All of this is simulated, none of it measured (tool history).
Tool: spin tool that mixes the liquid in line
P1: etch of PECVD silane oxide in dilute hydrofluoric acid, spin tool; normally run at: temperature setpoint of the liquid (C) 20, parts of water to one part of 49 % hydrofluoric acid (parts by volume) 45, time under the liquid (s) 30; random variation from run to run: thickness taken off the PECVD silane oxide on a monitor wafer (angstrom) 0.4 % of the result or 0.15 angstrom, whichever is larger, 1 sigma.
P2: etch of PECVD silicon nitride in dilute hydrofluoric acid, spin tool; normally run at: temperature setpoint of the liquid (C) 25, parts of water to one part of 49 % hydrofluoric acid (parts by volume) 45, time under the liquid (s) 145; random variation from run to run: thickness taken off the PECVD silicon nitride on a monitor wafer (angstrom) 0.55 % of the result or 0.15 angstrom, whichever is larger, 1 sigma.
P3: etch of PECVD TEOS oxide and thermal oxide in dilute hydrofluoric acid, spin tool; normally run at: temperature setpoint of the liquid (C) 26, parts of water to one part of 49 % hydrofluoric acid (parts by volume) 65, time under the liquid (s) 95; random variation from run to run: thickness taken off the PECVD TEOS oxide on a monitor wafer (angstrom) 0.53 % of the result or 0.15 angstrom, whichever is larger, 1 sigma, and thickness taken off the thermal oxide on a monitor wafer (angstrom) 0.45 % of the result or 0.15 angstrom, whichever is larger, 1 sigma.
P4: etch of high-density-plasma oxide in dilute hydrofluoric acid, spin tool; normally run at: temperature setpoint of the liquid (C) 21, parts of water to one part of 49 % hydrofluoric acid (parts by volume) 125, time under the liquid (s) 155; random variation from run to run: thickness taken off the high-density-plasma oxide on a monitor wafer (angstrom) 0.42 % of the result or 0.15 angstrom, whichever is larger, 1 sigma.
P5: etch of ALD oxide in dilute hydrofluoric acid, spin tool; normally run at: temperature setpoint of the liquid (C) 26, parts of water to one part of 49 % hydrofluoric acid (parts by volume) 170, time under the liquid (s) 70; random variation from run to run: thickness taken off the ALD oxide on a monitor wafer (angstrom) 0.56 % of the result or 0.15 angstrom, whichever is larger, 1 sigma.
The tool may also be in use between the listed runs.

run   hour  process that ran  temperature setpoint of the liquid (C)  parts of water to one part of 49 % hydrofluoric acid (parts by volume)  time under the liquid (s)  thickness taken off the PECVD silane oxide on a monitor wafer (angstrom)  thickness taken off the PECVD TEOS oxide on a monitor wafer (angstrom)  thickness taken off the thermal oxide on a monitor wafer (angstrom)  thickness taken off the ALD oxide on a monitor wafer (angstrom)  thickness taken off the high-density-plasma oxide on a monitor wafer (angstrom)  thickness taken off the PECVD silicon nitride on a monitor wafer (angstrom)
  1    7.1                P1                                      20                                                                      45                         30                                                                    250.92
  2   17.1                P1                                      20                                                                      45                         55                                                                    457.01
  3   26.7                P3                                      26                                                                     105                         95                                                                                                                                             112.7                                                               46.054
  4   34.4                P5                                      26                                                                     170                         20                                                                                                                                                                                                                                                                                  33.396
  5   44.3                P5                                      26                                                                      80                         70                                                                                                                                                                                                                                                                                  274.98
  6   55.4                P4                                    27.5                                                                     125                        155                                                                                                                                                                                                                                                                                                                                                                   104.84
      64.5  -- hydrofluoric acid flow meter replaced
  7   64.7                P1                                      20                                                                      45                         30                                                                    251.35
  8   74.1                P5                                      26                                                                     170                         70                                                                                                                                                                                                                                                                                  117.05
  9   81.3                P1                                      20                                                                      70                         30                                                                    155.59
 10   86.4                P3                                      26                                                                      65                        165                                                                                                                                            331.69                                                               136.41
 11   91.6                P1                                      20                                                                      20                         30                                                                    582.27
 12   97.6                P4                                      21                                                                     125                        155                                                                                                                                                                                                                                                                                                                                                                   81.125
 13  105.9                P1                                      20                                                                      45                         15                                                                    124.78
 14  114.1                P1                                      17                                                                      45                         30                                                                    219.61
 15  120.6                P2                                      25                                                                      75                        145                                                                                                                                                                                                                                                                                                                                                                                                                                                63.025
 16    130                P3                                      26                                                                      65                         95                                                                                                                                            189.97                                                               77.983
 17    140                P1                                      24                                                                      45                         60                                                                    590.65
 18  147.4                P3                                      26                                                                      65                         95                                                                                                                                             190.3                                                               78.231
 19  154.3                P2                                      25                                                                      45                         60                                                                                                                                                                                                                                                                                                                                                                                                                                                43.404
 20  162.2                P5                                      32                                                                     170                         70                                                                                                                                                                                                                                                                                  144.45
 21  169.5                P2                                      25                                                                      45                        145                                                                                                                                                                                                                                                                                                                                                                                                                                                103.03
 22  175.8                P2                                      30                                                                      45                        145                                                                                                                                                                                                                                                                                                                                                                                                                                                145.41
 23  184.7                P2                                      25                                                                      45                        145                                                                                                                                                                                                                                                                                                                                                                                                                                                104.76
 24  194.7                P4                                      21                                                                     125                         15                                                                                                                                                                                                                                                                                                                                                                   7.9165
 25  205.5                P1                                      20                                                                      45                         30                                                                    250.65
 26  211.4                P5                                      26                                                                     170                         70                                                                                                                                                                                                                                                                                  117.22
 27  217.1                P3                                      20                                                                      65                         95                                                                                                                                            148.09                                                               61.261
 28  224.8                P1                                      20                                                                      45                         30                                                                    250.36
 29  233.9                P4                                      21                                                                      65                        155                                                                                                                                                                                                                                                                                                                                                                   166.53
 30  241.7                P1                                      24                                                                      45                         30                                                                    296.92
 31  250.2                P1                                      20                                                                      45                         30                                                                    250.33
 32  258.2                P4                                      21                                                                     125                        155                                                                                                                                                                                                                                                                                                                                                                    81.61
 33  265.9                P1                                      20                                                                      45                         30                                                                    250.63
 34  272.3                P1                                      20                                                                      45                         30                                                                    261.21
 35  281.9                P1                                      20                                                                      45                         30                                                                    269.01
 36  287.5                P1                                      20                                                                      45                         30                                                                    271.04
 37  292.8                P1                                      20                                                                      45                         30                                                                    271.49
 38    298                P1                                      20                                                                      45                         30                                                                    271.88
 39  307.9                P1                                      20                                                                      45                         30                                                                    276.73
 40  314.7                P1                                      20                                                                      45                         30                                                                    275.07
 41  324.4                P1                                      20                                                                      45                         30                                                                     273.8

What P1 gives has crept away from where it was. These 2 causes fit the log equally well, each at the size given:
A: liquid hotter than its thermometer reads (K) = 2.24
B: hydrofluoric acid flow above the setpoint (%) = 9.42
The creep began at about hour 265.9.

4 check runs are offered, one wafer each, their results left as question marks. Which one tells the causes apart?
check 1  334.1                P2                                      29                                                                      70                        145                                                                                                                                                                                                                                                                                                                                                                                                                                                     ?
check 2  334.1                P4                                      21                                                                     125                         15                                                                                                                                                                                                                                                                                                                                                                        ?
check 3  334.1                P5                                      26                                                                      80                         30                                                                                                                                                                                                                                                                                       ?
check 4  334.1                P3                                    20.5                                                                      85                         95                                                                                                                                                 ?                                                                    ?

What each check would give under each cause:
  check                                                                           result    if A    if B
check 1      thickness taken off the PECVD silicon nitride on a monitor wafer (angstrom)  100.98  95.754
check 2  thickness taken off the high-density-plasma oxide on a monitor wafer (angstrom)  8.5875  8.7019
check 3                  thickness taken off the ALD oxide on a monitor wafer (angstrom)  129.54  131.05
check 4           thickness taken off the PECVD TEOS oxide on a monitor wafer (angstrom)  124.35  125.22
check 4              thickness taken off the thermal oxide on a monitor wafer (angstrom)  51.153   51.51
How far apart the two closest causes lie, in the result that separates them most: check 1 5.31 %; check 2 1.32 %; check 3 1.16 %; check 4 0.7 %
Check 1 tells the causes apart: in the others they would give nearly the same result.

Then check 1 was run and gave: thickness taken off the PECVD silicon nitride on a monitor wafer (angstrom) 96.06. Which cause is it?

It is B: hydrofluoric acid flow above the setpoint (%).
